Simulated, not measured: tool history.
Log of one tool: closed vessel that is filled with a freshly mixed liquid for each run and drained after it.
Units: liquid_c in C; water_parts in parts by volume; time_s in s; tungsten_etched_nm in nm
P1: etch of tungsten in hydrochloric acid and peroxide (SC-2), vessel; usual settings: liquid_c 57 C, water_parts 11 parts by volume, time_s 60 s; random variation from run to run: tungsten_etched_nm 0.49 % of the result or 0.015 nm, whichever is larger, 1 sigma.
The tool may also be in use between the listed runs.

Run 1, hour 8.3: liquid_c 57 C, water_parts 11 parts by volume, time_s 60 s. Result: tungsten_etched_nm 9.977 nm.
Run 2, hour 13.7: liquid_c 57 C, water_parts 11 parts by volume, time_s 60 s. Result: tungsten_etched_nm 9.8465 nm.
Run 3, hour 24.2: liquid_c 57 C, water_parts 11 parts by volume, time_s 60 s. Result: tungsten_etched_nm 9.969 nm.
Run 4, hour 31.6: liquid_c 57 C, water_parts 11 parts by volume, time_s 30 s. Result: tungsten_etched_nm 4.9242 nm.
Run 5, hour 42.7: liquid_c 57 C, water_parts 11 parts by volume, time_s 110 s. Result: tungsten_etched_nm 18.231 nm.
Run 6, hour 50.1: liquid_c 57 C, water_parts 11 parts by volume, time_s 60 s. Result: tungsten_etched_nm 9.9601 nm.
Run 7, hour 61.4: liquid_c 57 C, water_parts 5.5 parts by volume, time_s 95 s. Result: tungsten_etched_nm 27.386 nm.
Run 8, hour 70.2: liquid_c 65.5 C, water_parts 11 parts by volume, time_s 60 s. Result: tungsten_etched_nm 16.868 nm.
Run 9, hour 77.9: liquid_c 57 C, water_parts 11 parts by volume, time_s 60 s. Result: tungsten_etched_nm 9.9067 nm.
Run 10, hour 89: liquid_c 40.5 C, water_parts 11 parts by volume, time_s 60 s. Result: tungsten_etched_nm 3.2491 nm.
Run 11, hour 96.9: liquid_c 57 C, water_parts 19 parts by volume, time_s 60 s. Result: tungsten_etched_nm 6.1371 nm.
Run 12, hour 102.5: liquid_c 57 C, water_parts 4 parts by volume, time_s 60 s. Result: tungsten_etched_nm 21.596 nm.
Run 13, hour 111.8: liquid_c 57 C, water_parts 11 parts by volume, time_s 60 s. Result: tungsten_etched_nm 9.8831 nm.
Run 14, hour 117.6: liquid_c 57 C, water_parts 11 parts by volume, time_s 60 s. Result: tungsten_etched_nm 9.6495 nm.
Run 15, hour 126.1: liquid_c 57 C, water_parts 11 parts by volume, time_s 60 s. Result: tungsten_etched_nm 9.3298 nm.

Forecast run 16:
Run 16, hour 134.2: liquid_c 57 C, water_parts 11 parts by volume, time_s 60 s. Result: tungsten_etched_nm ?.

tungsten_etched_nm: 9.2666 nm

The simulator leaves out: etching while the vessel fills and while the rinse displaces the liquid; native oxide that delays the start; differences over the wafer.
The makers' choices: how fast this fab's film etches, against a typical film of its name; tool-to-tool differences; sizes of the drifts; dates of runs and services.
